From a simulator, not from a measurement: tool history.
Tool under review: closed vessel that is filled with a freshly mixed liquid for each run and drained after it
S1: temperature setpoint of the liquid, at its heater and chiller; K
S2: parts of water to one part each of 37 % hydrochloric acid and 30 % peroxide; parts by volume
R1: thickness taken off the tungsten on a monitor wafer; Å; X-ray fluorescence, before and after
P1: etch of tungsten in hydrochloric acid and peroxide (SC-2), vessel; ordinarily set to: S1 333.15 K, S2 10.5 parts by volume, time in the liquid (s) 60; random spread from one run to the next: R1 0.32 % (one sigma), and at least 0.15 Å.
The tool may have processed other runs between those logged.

Run 1, hour 14.8: S1 333.15 K, S2 10.5 parts by volume, time in the liquid (s) 60. Result: R1 199.54 Å.
Run 2, hour 25.4: S1 333.15 K, S2 10.5 parts by volume, time in the liquid (s) 60. Result: R1 199.97 Å.
Run 3, hour 34.7: S1 317.65 K, S2 10.5 parts by volume, time in the liquid (s) 60. Result: R1 71.852 Å.
Run 4, hour 46.1: S1 333.15 K, S2 10.5 parts by volume, time in the liquid (s) 60. Result: R1 199.13 Å.
Run 5, hour 59.9: S1 333.15 K, S2 10.5 parts by volume, time in the liquid (s) 60. Result: R1 199.05 Å.
Run 6, hour 71.3: S1 333.15 K, S2 17.5 parts by volume, time in the liquid (s) 60. Result: R1 128.6 Å.
Run 7, hour 79: S1 333.15 K, S2 10.5 parts by volume, time in the liquid (s) 115. Result: R1 381.46 Å.
At hour 87.2: thermometer replaced.
Run 8, hour 93.7: S1 333.15 K, S2 7 parts by volume, time in the liquid (s) 105. Result: R1 483.48 Å.
Run 9, hour 108.8: S1 333.15 K, S2 4 parts by volume, time in the liquid (s) 60. Result: R1 415.32 Å.
Run 10, hour 123.9: S1 333.15 K, S2 10.5 parts by volume, time in the liquid (s) 30. Result: R1 99.843 Å.
Run 11, hour 132.5: S1 345.15 K, S2 10.5 parts by volume, time in the liquid (s) 90. Result: R1 618.63 Å.
At hour 136.4: new drum of peroxide connected.
Run 12, hour 142.5: S1 344.65 K, S2 10.5 parts by volume, time in the liquid (s) 60. Result: R1 401.76 Å.
Run 13, hour 159.4: S1 333.15 K, S2 7 parts by volume, time in the liquid (s) 30. Result: R1 138.13 Å.
Run 14, hour 167.6: S1 333.15 K, S2 10.5 parts by volume, time in the liquid (s) 60. Result: R1 198.61 Å.
Run 15, hour 176.5: S1 333.15 K, S2 10.5 parts by volume, time in the liquid (s) 60. Result: R1 200.16 Å.
Run 16, hour 193.1: S1 333.15 K, S2 10.5 parts by volume, time in the liquid (s) 60. Result: R1 191.02 Å.
Run 17, hour 206.9: S1 333.15 K, S2 10.5 parts by volume, time in the liquid (s) 60. Result: R1 188.23 Å.
Run 18, hour 215.9: S1 333.15 K, S2 10.5 parts by volume, time in the liquid (s) 60. Result: R1 185.88 Å.
Run 19, hour 225.6: S1 333.15 K, S2 10.5 parts by volume, time in the liquid (s) 60. Result: R1 185.89 Å.
At hour 232.6: new drum of peroxide connected.
Run 20, hour 234.8: S1 333.15 K, S2 10.5 parts by volume, time in the liquid (s) 60. Result: R1 185.42 Å.
Run 21, hour 246.8: S1 333.15 K, S2 10.5 parts by volume, time in the liquid (s) 60. Result: R1 184.08 Å.
Run 22, hour 261.6: S1 333.15 K, S2 10.5 parts by volume, time in the liquid (s) 60. Result: R1 183.98 Å.
Run 23, hour 277.4: S1 333.15 K, S2 10.5 parts by volume, time in the liquid (s) 60. Result: R1 184.02 Å.
Run 24, hour 286.4: S1 333.15 K, S2 10.5 parts by volume, time in the liquid (s) 60. Result: R1 183.5 Å.

P1 has crept away from where it was. The log is fitted equally well by each of these 2 causes, at the sizes shown:
A: chemicals flow below the setpoint (%) = 9.42
B: liquid colder than its thermometer reads (K) = 1.33
Creep in the process output first set in at about hour 176.5.
Every other cause this tool's parts could produce, and why it does not fit the log:
peroxide weaker than its label (%): maintenance at hour 232.6, after the shift began, did not return the process to its former output

Each of the check runs listed below is run on 2 wafers and reports their average, with the results left as question marks. Pick the one under which the possible causes would lead to clearly different results.
Run check 1, hour 295.4: S1 333.15 K, S2 10.5 parts by volume, time in the liquid (s) 90. Result: R1 ?.
Run check 2, hour 295.4: S1 327.15 K, S2 10.5 parts by volume, time in the liquid (s) 100. Result: R1 ?.
Run check 3, hour 295.4: S1 323.15 K, S2 10.5 parts by volume, time in the liquid (s) 115. Result: R1 ?.
Run check 4, hour 295.4: S1 320.15 K, S2 4.5 parts by volume, time in the liquid (s) 60. Result: R1 ?.

Expected result of each check under each candidate cause:
  check  result    if A    if B
check 1      R1  275.17  275.17
check 2      R1   208.4  207.75
check 3      R1  184.15  183.18
check 4      R1  153.15  149.94
How far apart the two closest causes lie, in the result that separates them most: check 1 0 %; check 2 0.31 %; check 3 0.53 %; check 4 2.12 %
Check 4 is the one run that separates the causes; every other check would come out nearly the same whichever cause is at work.

After running check 4, the following was obtained: R1 149.69 Å. Which cause does this point to?

It was cause B: liquid colder than its thermometer reads (K).
